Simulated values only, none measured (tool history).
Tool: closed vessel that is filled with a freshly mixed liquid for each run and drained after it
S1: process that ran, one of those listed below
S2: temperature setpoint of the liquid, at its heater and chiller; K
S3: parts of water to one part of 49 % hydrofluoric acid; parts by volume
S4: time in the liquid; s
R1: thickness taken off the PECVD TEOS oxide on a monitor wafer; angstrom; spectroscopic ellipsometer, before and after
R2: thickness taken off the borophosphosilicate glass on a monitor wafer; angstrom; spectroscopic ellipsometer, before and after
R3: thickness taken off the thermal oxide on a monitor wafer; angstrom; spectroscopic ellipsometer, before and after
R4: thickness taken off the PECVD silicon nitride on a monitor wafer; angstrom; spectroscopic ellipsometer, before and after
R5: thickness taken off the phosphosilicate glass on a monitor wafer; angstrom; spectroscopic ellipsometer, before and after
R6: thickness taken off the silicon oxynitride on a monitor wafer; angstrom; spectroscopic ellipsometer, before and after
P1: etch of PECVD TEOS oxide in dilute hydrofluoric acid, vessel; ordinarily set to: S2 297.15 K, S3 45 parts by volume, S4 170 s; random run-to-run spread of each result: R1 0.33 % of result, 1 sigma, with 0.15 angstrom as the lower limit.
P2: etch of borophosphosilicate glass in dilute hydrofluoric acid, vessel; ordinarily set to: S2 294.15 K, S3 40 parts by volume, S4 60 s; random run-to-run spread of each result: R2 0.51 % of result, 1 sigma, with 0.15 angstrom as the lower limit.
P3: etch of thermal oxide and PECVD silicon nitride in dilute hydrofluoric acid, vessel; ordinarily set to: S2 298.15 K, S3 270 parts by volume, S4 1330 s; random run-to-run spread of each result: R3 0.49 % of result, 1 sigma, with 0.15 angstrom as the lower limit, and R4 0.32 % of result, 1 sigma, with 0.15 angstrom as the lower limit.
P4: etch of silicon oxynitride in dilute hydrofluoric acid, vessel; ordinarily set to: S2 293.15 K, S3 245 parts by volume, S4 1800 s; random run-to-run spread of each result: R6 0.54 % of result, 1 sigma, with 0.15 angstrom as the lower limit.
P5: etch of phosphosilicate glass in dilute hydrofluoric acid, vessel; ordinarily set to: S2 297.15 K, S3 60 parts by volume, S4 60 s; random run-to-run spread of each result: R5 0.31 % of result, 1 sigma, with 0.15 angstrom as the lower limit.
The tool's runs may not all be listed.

run,hour,S1,S2,S3,S4,R1,R2,R3,R4,R5,R6
1,6,P1,297.15,45,170,558.52,,,,,
2,12.3,P2,294.15,40,60,,394.33,,,,
3,23.3,P1,297.15,45,170,559.01,,,,,
4,33,P1,297.15,45,320,1057.8,,,,,
5,44.9,P3,298.15,270,1330,,,209.41,300.01,,
6,52.9,P1,297.15,45,95,311.81,,,,,
7,60.8,P1,297.15,20,170,1299.6,,,,,
8,67.2,P1,291.65,45,170,443.13,,,,,
9,75.7,P1,303.65,45,170,726.16,,,,,
10,87,P2,294.15,75,60,,200.47,,,,
11,95.6,P2,301.65,40,60,,532.65,,,,
12,104.6,P1,297.15,65,170,375.4,,,,,
13,115,P1,297.15,45,170,559.08,,,,,
14,123.7,P5,297.15,20,60,,,,,2571.5,
15,134.6,P4,293.15,360,1800,,,,,,90.752
16,147,P1,290.15,45,250,609.07,,,,,
17,154.3,P3,304.15,270,1330,,,253.85,428.39,,
18,165.6,P4,290.15,245,1800,,,,,,122.81
19,174.9,P1,297.15,65,310,690,,,,,
20,181.9,P1,297.15,45,170,560.5,,,,,
21,192.7,P3,298.15,445,1330,,,106.09,181.77,,
22,201.5,P4,293.15,245,1800,,,,,,140.98
23,211.2,P1,297.15,25,40,244.07,,,,,
24,222.3,P4,293.15,245,2725,,,,,,218.08
25,231.1,P4,293.15,245,1800,,,,,,143.82
26,239,P3,298.15,270,1330,,,207.24,299.45,,
27,250.6,P5,297.15,60,60,,,,,807.95,

Expected results for the next run?
28,257,P2,294.15,40,30,,?,,,,

Run 28 yielded R2 194.51 angstrom.

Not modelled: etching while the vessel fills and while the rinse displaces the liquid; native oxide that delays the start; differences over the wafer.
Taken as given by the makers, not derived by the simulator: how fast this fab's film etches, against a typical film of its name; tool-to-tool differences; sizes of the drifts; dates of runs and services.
